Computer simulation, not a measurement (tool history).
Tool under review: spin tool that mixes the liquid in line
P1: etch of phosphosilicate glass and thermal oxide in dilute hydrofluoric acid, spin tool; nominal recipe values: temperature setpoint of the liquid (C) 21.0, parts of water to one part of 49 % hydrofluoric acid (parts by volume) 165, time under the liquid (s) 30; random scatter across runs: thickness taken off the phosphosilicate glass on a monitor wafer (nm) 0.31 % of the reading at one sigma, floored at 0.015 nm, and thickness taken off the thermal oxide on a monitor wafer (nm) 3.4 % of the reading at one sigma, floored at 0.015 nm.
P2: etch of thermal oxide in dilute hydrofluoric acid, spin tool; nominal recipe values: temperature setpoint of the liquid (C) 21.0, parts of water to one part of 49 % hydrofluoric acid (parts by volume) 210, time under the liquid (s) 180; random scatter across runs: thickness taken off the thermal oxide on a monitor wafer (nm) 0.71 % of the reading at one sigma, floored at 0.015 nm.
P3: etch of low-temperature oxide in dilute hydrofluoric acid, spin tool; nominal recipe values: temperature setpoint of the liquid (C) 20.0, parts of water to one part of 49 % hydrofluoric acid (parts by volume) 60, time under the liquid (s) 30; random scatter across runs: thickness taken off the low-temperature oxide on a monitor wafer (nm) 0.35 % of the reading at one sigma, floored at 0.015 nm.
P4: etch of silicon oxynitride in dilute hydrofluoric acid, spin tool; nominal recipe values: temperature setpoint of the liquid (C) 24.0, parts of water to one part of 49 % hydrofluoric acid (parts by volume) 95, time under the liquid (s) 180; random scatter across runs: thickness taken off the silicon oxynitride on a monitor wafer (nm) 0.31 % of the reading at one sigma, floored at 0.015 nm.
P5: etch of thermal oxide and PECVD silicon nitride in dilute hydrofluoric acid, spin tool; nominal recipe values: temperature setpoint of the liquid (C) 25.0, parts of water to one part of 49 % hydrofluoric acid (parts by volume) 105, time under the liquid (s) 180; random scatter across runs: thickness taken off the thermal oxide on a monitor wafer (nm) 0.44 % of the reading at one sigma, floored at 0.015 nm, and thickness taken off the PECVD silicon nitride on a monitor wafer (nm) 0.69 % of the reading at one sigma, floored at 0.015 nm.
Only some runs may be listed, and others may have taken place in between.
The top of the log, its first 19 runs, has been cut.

| run | hour | process that ran | temperature setpoint of the liquid (C) | parts of water to one part of 49 % hydrofluoric acid (parts by volume) | time under the liquid (s) | thickness taken off the phosphosilicate glass on a monitor wafer (nm) | thickness taken off the thermal oxide on a monitor wafer (nm) | thickness taken off the PECVD silicon nitride on a monitor wafer (nm) | thickness taken off the silicon oxynitride on a monitor wafer (nm) | thickness taken off the low-temperature oxide on a monitor wafer (nm) |
|---|---|---|---|---|---|---|---|---|---|---|
| 20 | 151.0 | P2 | 21.0 | 210 | 180 |  | 2.88960 |  |  |  |
| 21 | 157.1 | P4 | 24.0 | 95 | 180 |  |  |  | 8.79970 |  |
| 22 | 162.1 | P1 | 27.5 | 50 | 30 | 118.590 | 3.19760 |  |  |  |
| 23 | 167.5 | P4 | 24.0 | 95 | 15 |  |  |  | 0.75425 |  |
| 24 | 177.1 | P5 | 25.0 | 105 | 180 |  | 8.34000 | 3.1079 |  |  |
| 25 | 185.7 | P2 | 21.0 | 65 | 180 |  | 11.18300 |  |  |  |
| 26 | 189.9 | P5 | 25.0 | 155 | 180 |  | 5.36960 | 2.0753 |  |  |
| 27 | 197.5 | P3 | 20.0 | 60 | 15 |  |  |  |  | 4.1166 |
| 28 | 202.9 | P2 | 28.0 | 210 | 180 |  | 3.75750 |  |  |  |

Run 29 comes next. What will it give?
| 29 | 208.0 | P5 | 25.0 | 105 | 180 |  | ? | ? |  |  |

thickness taken off the thermal oxide on a monitor wafer (nm): 8.45250
thickness taken off the PECVD silicon nitride on a monitor wafer (nm): 3.0697
